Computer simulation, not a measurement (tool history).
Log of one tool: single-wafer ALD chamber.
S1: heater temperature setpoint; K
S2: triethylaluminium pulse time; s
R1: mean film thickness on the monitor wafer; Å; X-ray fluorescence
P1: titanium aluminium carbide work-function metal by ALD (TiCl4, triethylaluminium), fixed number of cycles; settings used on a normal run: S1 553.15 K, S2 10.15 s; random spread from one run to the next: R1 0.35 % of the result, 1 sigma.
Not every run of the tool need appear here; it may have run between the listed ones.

run 1 hour=14.6 | S1=553.15 S2=10.15 | R1=18.338
run 2 hour=25.4 | S1=553.15 S2=10.15 | R1=18.514
run 3 hour=38 | S1=573.15 S2=4.57 | R1=16.489
run 4 hour=49 | S1=553.15 S2=5.02 | R1=15.728
run 5 hour=61.8 | S1=528.15 S2=10.15 | R1=16.362
run 6 hour=76.9 | S1=553.15 S2=10.15 | R1=18.533
run 7 hour=86.2 | S1=553.15 S2=10.15 | R1=18.435
run 8 hour=102.2 | S1=553.15 S2=10.15 | R1=18.397
run 9 hour=118.4 | S1=578.15 S2=10.15 | R1=20.579
run 10 hour=127.7 | S1=553.15 S2=15.33 | R1=18.966
run 11 hour=142.9 | S1=572.15 S2=12.88 | R1=20.461
run 12 hour=155.4 | S1=553.15 S2=10.15 | R1=18.466
run 13 hour=170.1 | S1=553.15 S2=10.15 | R1=18.499
run 14 hour=185.9 | S1=553.15 S2=10.15 | R1=18.272
run 15 hour=199.3 | S1=553.15 S2=10.15 | R1=18.248
run 16 hour=215.6 | S1=553.15 S2=10.15 | R1=18.178
run 17 hour=230.3 | S1=553.15 S2=10.15 | R1=18.103
run 18 hour=243 | S1=553.15 S2=10.15 | R1=18.06
run 19 hour=255.9 | S1=553.15 S2=10.15 | R1=18.126

Run 20 has not been measured yet. What should we expect?
run 20 hour=269.4 | S1=553.15 S2=10.15 | R1=?

{"run 20": {"R1": 18.095}}
